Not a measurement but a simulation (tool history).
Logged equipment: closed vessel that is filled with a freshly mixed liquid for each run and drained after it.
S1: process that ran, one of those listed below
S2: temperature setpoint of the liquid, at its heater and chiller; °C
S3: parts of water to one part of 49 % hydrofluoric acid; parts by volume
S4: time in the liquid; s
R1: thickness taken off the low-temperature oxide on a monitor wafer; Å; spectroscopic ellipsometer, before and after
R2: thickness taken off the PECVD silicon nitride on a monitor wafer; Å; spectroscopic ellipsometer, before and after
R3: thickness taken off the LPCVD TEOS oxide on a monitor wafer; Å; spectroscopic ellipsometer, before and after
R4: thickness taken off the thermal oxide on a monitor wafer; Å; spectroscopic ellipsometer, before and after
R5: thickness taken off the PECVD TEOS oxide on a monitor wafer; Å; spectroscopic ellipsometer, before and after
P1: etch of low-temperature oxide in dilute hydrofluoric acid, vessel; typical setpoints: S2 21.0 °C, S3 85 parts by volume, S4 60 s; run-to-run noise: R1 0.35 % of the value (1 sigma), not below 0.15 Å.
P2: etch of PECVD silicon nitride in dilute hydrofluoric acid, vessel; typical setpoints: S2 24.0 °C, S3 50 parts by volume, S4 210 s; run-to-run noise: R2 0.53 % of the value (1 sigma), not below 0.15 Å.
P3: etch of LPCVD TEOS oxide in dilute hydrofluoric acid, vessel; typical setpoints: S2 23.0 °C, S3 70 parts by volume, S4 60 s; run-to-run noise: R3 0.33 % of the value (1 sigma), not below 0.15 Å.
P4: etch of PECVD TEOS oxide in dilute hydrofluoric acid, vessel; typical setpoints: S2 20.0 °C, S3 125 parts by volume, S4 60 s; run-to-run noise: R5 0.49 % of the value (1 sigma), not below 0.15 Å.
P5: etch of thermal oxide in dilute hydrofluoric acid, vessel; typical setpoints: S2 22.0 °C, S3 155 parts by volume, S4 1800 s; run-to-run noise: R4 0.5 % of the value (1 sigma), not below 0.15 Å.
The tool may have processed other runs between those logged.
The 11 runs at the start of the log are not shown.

Run 12, hour 137.8: S1 P2, S2 24.0 °C, S3 50 parts by volume, S4 210 s. Result: R2 109.94 Å.
Run 13, hour 149.9: S1 P1, S2 21.0 °C, S3 85 parts by volume, S4 60 s. Result: R1 86.171 Å.
Run 14, hour 157.5: S1 P3, S2 23.0 °C, S3 70 parts by volume, S4 60 s. Result: R3 337.48 Å.
Run 15, hour 169.4: S1 P4, S2 28.0 °C, S3 125 parts by volume, S4 60 s. Result: R5 115.570 Å.
Run 16, hour 177.1: S1 P1, S2 21.0 °C, S3 85 parts by volume, S4 60 s. Result: R1 87.050 Å.
Run 17, hour 185.6: S1 P1, S2 21.0 °C, S3 85 parts by volume, S4 60 s. Result: R1 86.678 Å.
Run 18, hour 194.7: S1 P4, S2 20.0 °C, S3 125 parts by volume, S4 35 s. Result: R5 49.340 Å.
Run 19, hour 204.1: S1 P1, S2 21.0 °C, S3 25 parts by volume, S4 35 s. Result: R1 184.470 Å.
Run 20, hour 215.0: S1 P4, S2 20.0 °C, S3 125 parts by volume, S4 60 s. Result: R5 85.225 Å.
Run 21, hour 222.2: S1 P5, S2 22.0 °C, S3 155 parts by volume, S4 2670 s. Result: R4 722.85 Å.
Run 22, hour 229.1: S1 P1, S2 21.0 °C, S3 85 parts by volume, S4 105 s. Result: R1 150.420 Å.
Run 23, hour 240.2: S1 P1, S2 21.0 °C, S3 85 parts by volume, S4 60 s. Result: R1 87.328 Å.

Forecast run 24:
At hour 242.8: hydrofluoric acid flow meter replaced.
Run 24, hour 249.5: S1 P3, S2 31.5 °C, S3 70 parts by volume, S4 60 s. Result: R3 ?.

Run 24 measured R3 468.75 Å.
